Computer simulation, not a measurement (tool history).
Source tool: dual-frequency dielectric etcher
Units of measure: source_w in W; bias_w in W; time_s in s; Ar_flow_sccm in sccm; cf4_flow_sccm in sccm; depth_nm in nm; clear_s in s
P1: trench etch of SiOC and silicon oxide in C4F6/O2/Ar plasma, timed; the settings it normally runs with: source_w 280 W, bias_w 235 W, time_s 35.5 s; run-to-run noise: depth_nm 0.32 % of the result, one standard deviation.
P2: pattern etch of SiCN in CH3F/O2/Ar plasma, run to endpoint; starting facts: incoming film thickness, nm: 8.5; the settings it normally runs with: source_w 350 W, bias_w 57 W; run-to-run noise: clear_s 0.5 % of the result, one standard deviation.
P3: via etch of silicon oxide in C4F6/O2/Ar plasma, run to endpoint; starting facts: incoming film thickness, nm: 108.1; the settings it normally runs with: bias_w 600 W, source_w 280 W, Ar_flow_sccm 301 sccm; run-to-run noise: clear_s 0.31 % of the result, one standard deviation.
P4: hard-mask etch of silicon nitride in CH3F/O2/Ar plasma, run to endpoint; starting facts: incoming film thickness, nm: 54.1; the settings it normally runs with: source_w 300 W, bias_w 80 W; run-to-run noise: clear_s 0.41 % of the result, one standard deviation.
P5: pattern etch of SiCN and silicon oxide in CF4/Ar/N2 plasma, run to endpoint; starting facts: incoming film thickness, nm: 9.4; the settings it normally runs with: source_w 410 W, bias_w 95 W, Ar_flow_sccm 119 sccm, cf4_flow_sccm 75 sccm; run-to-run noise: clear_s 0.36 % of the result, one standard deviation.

run,hour,process,source_w,bias_w,time_s,Ar_flow_sccm,cf4_flow_sccm,hours since the last wet clean,hours since the last source power generator calibration,hours since the last bias power generator calibration,depth_nm,clear_s
1,4.8,P1,280,235,35.5,,,460.5,1103.5,1722.7,66.431,
2,9.6,P5,500,95,,119,75,465.3,1108.3,1727.5,,8.8368
3,17.6,P2,350,57,,,,473.3,1116.3,1735.5,,25.978
4,24,P1,280,235,35.5,,,479.7,1122.7,1741.9,66.272,
5,29.8,P1,280,300,35.5,,,485.5,1128.5,1747.7,72.652,
6,33.6,P5,410,95,,76,75,489.3,1132.3,1751.5,,9.8355
7,39,P3,280,420,,301,,494.7,1137.7,1756.9,,29.585
8,45.6,P5,410,115,,119,75,501.3,1144.3,1763.5,,9.765
9,49.3,P1,280,235,35.5,,,505,1148,1767.2,66.585,
10,57.1,P3,280,600,,402,,512.8,1155.8,1775,,26.524
11,60.8,P1,280,235,25,,,516.5,1159.5,1778.7,47.238,
12,65.9,P1,280,235,44.5,,,521.6,1164.6,1783.8,83.363,
13,70.3,P1,280,235,35.5,,,526,1169,1788.2,66.604,
14,74,P5,410,95,,119,103,529.7,1172.7,1791.9,,10.021
15,81.9,P1,280,137,35.5,,,537.6,1180.6,1799.8,55.968,
16,88.5,P2,490,57,,,,544.2,1187.2,1806.4,,22.889
17,95.9,P1,280,235,35.5,,,551.6,1194.6,1813.8,66.599,
18,101.4,P3,280,600,,301,,557.1,1200.1,1819.3,,25.783
19,108.4,P1,280,235,35.5,,,564.1,1207.1,1826.3,66.229,
20,115.6,P5,410,95,,119,75,571.3,1214.3,1833.5,,10.387
21,123.6,P2,350,34,,,,579.3,1222.3,1841.5,,30.735
22,131.2,P3,280,600,,301,,586.9,1229.9,1849.1,,25.846
23,137.9,P1,280,235,35.5,,,593.6,1236.6,1855.8,66.618,
24,145.4,P1,350,235,35.5,,,601.1,1244.1,1863.3,72.443,
25,151.3,P1,210,307,35.5,,,607,1250,1869.2,65.602,
26,154.8,P4,370,80,,,,610.5,1253.5,1872.7,,76.531
27,161.1,P3,360,600,,301,,616.8,1259.8,1879,,23.675
28,167.1,P4,300,80,,,,622.8,1265.8,1885,,83.233
29,174.9,P1,200,235,35.5,,,630.6,1273.6,1892.8,58.77,
30,179.3,P4,300,99,,,,635,1278,1897.2,,76.705
31,186.6,P1,230,146,35.5,,,642.3,1285.3,1904.5,52.564,
32,194.1,P1,280,235,35.5,,,649.8,1292.8,1912,66.311,
33,199.3,P1,280,235,35.5,,,655,1298,1917.2,66.674,
34,207.4,P1,280,235,35.5,,,663.1,1306.1,1925.3,67.145,
35,213.6,P1,280,235,35.5,,,669.3,1312.3,1931.5,67.366,
36,217.9,P1,280,235,35.5,,,673.6,1316.6,1935.8,67.599,
37,223.7,P1,280,235,35.5,,,679.4,1322.4,1941.6,67.46,
# hour 224.5: wet clean of the chamber
38,229.8,P1,280,235,35.5,,,5.4,1328.5,1947.7,67.139,
39,236.6,P1,280,235,35.5,,,12.2,1335.3,1954.5,67.334,
40,243.3,P1,280,235,35.5,,,18.9,1342,1961.2,67.708,
41,251.2,P1,280,235,35.5,,,26.8,1349.9,1969.1,67.401,
42,256.9,P1,280,235,35.5,,,32.5,1355.6,1974.8,67.297,
43,262.8,P1,280,235,35.5,,,38.4,1361.5,1980.7,67.474,

P1 has crept away from where it was. The log is fitted equally well by each of these 2 causes, at the sizes shown:
A: bias power that arrives over what is set, % = 4.8
B: source power that arrives over what is set, % = 4.32
Creep in the process output first set in at about hour 194.1.
Every other cause this tool's parts could produce, and why it does not fit the log:
chamber walls in a state that raises the etch rate, %: serviced at hour 224.5, after the drift had started, without restoring the earlier output

Of the 4 check runs below, each run on 2 wafers with the results averaged and each result still a question mark, which one would tell the listed causes apart?
check 1,268.7,P5,410,95,,119,102,,,,,?
check 2,268.7,P4,350,80,,,,,,,,?
check 3,268.7,P3,340,434,,301,,,,,,?
check 4,268.7,P2,460,36,,,,,,,,?

Outcome of each check run for each possible cause:
check,result,if A,if B
check 1,clear_s,9.8873,9.6846
check 2,clear_s,76.851,76.911
check 3,clear_s,26.749,26.795
check 4,clear_s,26.581,26.497
How far apart the two closest causes lie, in the result that separates them most: check 1 2.07 %; check 2 0.08 %; check 3 0.17 %; check 4 0.32 %
Of the check runs offered, only check 1 discriminates between the causes; the rest would read about the same regardless of which cause applies.

Here is what check 1 returned: clear_s 9.9092 s. Which cause is it?

It is A: bias power that arrives over what is set, %.
